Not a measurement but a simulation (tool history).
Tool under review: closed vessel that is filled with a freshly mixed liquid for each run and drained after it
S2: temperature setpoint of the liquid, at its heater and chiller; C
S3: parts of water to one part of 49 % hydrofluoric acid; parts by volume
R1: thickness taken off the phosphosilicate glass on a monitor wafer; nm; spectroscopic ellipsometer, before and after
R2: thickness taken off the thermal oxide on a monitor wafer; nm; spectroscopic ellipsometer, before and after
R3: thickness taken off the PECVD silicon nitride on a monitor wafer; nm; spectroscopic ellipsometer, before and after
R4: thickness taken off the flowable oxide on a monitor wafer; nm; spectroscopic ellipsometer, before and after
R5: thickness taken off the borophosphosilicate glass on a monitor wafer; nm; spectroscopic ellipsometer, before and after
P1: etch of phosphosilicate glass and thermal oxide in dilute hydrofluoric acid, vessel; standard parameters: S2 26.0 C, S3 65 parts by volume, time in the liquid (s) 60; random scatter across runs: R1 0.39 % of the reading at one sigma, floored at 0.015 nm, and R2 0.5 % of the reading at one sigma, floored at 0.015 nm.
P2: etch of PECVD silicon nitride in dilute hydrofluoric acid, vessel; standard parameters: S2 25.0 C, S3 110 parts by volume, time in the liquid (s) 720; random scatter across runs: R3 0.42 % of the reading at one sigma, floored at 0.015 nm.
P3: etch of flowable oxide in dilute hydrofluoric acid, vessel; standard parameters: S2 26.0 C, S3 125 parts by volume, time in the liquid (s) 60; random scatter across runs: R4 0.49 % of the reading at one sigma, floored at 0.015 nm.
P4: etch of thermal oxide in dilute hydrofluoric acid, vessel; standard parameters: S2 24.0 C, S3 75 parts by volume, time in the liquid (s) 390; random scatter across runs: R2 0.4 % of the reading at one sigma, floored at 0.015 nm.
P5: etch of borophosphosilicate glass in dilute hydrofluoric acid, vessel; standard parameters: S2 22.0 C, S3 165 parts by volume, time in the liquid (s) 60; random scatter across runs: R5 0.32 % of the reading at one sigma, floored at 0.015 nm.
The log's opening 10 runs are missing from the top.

{"run": 11, "hour": 87.2, "process that ran": "P1", "S2": 26.0, "S3": 25, "time in the liquid (s)": 60, "R1": 173.26, "R2": 12.724}
{"run": 12, "hour": 93.7, "process that ran": "P4", "S2": 24.0, "S3": 20, "time in the liquid (s)": 390, "R2": 101.72}
{"run": 13, "hour": 103.5, "process that ran": "P5", "S2": 17.0, "S3": 165, "time in the liquid (s)": 60, "R5": 12.143}
{"run": 14, "hour": 109.8, "process that ran": "P4", "S2": 24.0, "S3": 75, "time in the liquid (s)": 390, "R2": 25.248}
{"run": 15, "hour": 117.9, "process that ran": "P1", "S2": 26.0, "S3": 65, "time in the liquid (s)": 60, "R1": 63.234, "R2": 4.6712}
{"run": 16, "hour": 127.1, "process that ran": "P1", "S2": 26.0, "S3": 65, "time in the liquid (s)": 60, "R1": 63.699, "R2": 4.6031}
{"run": 17, "hour": 134.2, "process that ran": "P5", "S2": 22.0, "S3": 165, "time in the liquid (s)": 60, "R5": 14.812}
{"run": 18, "hour": 142.0, "process that ran": "P4", "S2": 32.5, "S3": 75, "time in the liquid (s)": 390, "R2": 35.018}
{"run": 19, "hour": 148.2, "process that ran": "P1", "S2": 26.0, "S3": 90, "time in the liquid (s)": 60, "R1": 43.987, "R2": 3.2133}

Run 20 has not been measured yet. What should we expect?
{"run": 20, "hour": 153.0, "process that ran": "P2", "S2": 25.0, "S3": 40, "time in the liquid (s)": 720, "R3": "?"}

R3: 108.710 nm
